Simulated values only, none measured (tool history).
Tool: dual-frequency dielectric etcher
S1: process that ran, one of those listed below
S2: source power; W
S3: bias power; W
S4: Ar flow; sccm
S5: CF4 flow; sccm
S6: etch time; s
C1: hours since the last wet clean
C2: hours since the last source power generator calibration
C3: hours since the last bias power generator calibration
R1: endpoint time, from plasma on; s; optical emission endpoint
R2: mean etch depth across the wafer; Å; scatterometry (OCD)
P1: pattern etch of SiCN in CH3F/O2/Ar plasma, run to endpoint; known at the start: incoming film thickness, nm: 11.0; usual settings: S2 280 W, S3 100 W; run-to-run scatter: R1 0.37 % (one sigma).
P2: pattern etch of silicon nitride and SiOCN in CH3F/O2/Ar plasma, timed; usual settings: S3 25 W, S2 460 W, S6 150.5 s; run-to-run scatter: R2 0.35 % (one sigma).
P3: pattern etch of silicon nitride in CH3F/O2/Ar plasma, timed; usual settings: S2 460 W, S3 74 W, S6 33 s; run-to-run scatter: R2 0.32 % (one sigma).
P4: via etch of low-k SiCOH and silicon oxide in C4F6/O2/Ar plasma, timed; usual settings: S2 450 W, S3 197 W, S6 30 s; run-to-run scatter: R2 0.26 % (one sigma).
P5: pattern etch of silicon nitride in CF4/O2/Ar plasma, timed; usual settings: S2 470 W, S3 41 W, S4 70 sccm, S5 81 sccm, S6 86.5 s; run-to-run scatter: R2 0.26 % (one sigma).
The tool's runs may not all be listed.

{"run": 1, "hour": 12.8, "S1": "P1", "S2": 280, "S3": 100, "C1": 237.1, "C2": 963.3, "C3": 524.3, "R1": 29.734}
{"run": 2, "hour": 23.5, "S1": "P5", "S2": 470, "S3": 41, "S4": 70, "S5": 49, "S6": 86.5, "C1": 247.8, "C2": 974, "C3": 535, "R2": 1338.3}
{"run": 3, "hour": 29.9, "S1": "P4", "S2": 450, "S3": 197, "S6": 43, "C1": 254.2, "C2": 980.4, "C3": 541.4, "R2": 1098.9}
{"run": 4, "hour": 39.0, "S1": "P1", "S2": 280, "S3": 100, "C1": 263.3, "C2": 989.5, "C3": 550.5, "R1": 29.537}
{"run": 5, "hour": 51.3, "S1": "P3", "S2": 460, "S3": 55, "S6": 33, "C1": 275.6, "C2": 1001.8, "C3": 562.8, "R2": 221.59}
{"run": 6, "hour": 64.6, "S1": "P4", "S2": 450, "S3": 197, "S6": 30, "C1": 288.9, "C2": 1015.1, "C3": 576.1, "R2": 769.62}
{"run": 7, "hour": 76.6, "S1": "P1", "S2": 280, "S3": 77, "C1": 300.9, "C2": 1027.1, "C3": 588.1, "R1": 32.608}
{"run": 8, "hour": 90.1, "S1": "P4", "S2": 360, "S3": 197, "S6": 30, "C1": 314.4, "C2": 1040.6, "C3": 601.6, "R2": 701.32}
{"run": 9, "hour": 102.4, "S1": "P1", "S2": 280, "S3": 100, "C1": 326.7, "C2": 1052.9, "C3": 613.9, "R1": 29.42}
{"run": 10, "hour": 114.2, "S1": "P5", "S2": 470, "S3": 41, "S4": 70, "S5": 81, "S6": 86.5, "C1": 338.5, "C2": 1064.7, "C3": 625.7, "R2": 1426.7}
{"run": 11, "hour": 125.6, "S1": "P1", "S2": 190, "S3": 100, "C1": 349.9, "C2": 1076.1, "C3": 637.1, "R1": 34.02}
{"run": 12, "hour": 138.3, "S1": "P2", "S2": 460, "S3": 15, "S6": 150.5, "C1": 362.6, "C2": 1088.8, "C3": 649.8, "R2": 176.47}
{"run": 13, "hour": 151.6, "S1": "P3", "S2": 460, "S3": 74, "S6": 22.5, "C1": 375.9, "C2": 1102.1, "C3": 663.1, "R2": 165.74}
{"run": 14, "hour": 164.5, "S1": "P1", "S2": 390, "S3": 100, "C1": 388.8, "C2": 1115, "C3": 676, "R1": 26.107}
{"run": 15, "hour": 173.2, "S1": "P5", "S2": 470, "S3": 41, "S4": 70, "S5": 81, "S6": 86.5, "C1": 397.5, "C2": 1123.7, "C3": 684.7, "R2": 1426.8}
{"run": 16, "hour": 183.3, "S1": "P1", "S2": 280, "S3": 127, "C1": 407.6, "C2": 1133.8, "C3": 694.8, "R1": 27.085}
{"run": 17, "hour": 190.9, "S1": "P3", "S2": 460, "S3": 74, "S6": 33, "C1": 415.2, "C2": 1141.4, "C3": 702.4, "R2": 244.62}
{"run": 18, "hour": 200.3, "S1": "P3", "S2": 550, "S3": 74, "S6": 33, "C1": 424.6, "C2": 1150.8, "C3": 711.8, "R2": 261.47}
{"run": 19, "hour": 206.6, "S1": "P2", "S2": 460, "S3": 25, "S6": 222.5, "C1": 430.9, "C2": 1157.1, "C3": 718.1, "R2": 324.32}
{"run": 20, "hour": 214.0, "S1": "P1", "S2": 280, "S3": 100, "C1": 438.3, "C2": 1164.5, "C3": 725.5, "R1": 29.484}
{"run": 21, "hour": 222.9, "S1": "P1", "S2": 330, "S3": 132, "C1": 447.2, "C2": 1173.4, "C3": 734.4, "R1": 25.044}
{"run": 22, "hour": 229.2, "S1": "P1", "S2": 280, "S3": 100, "C1": 453.5, "C2": 1179.7, "C3": 740.7, "R1": 29.793}

Run 23 comes next. What will it give?
{"run": 23, "hour": 242.9, "S1": "P5", "S2": 300, "S3": 41, "S4": 70, "S5": 81, "S6": 86.5, "C1": 467.2, "C2": 1193.4, "C3": 754.4, "R2": "?"}

{"run 23": {"R2": 967.63}}

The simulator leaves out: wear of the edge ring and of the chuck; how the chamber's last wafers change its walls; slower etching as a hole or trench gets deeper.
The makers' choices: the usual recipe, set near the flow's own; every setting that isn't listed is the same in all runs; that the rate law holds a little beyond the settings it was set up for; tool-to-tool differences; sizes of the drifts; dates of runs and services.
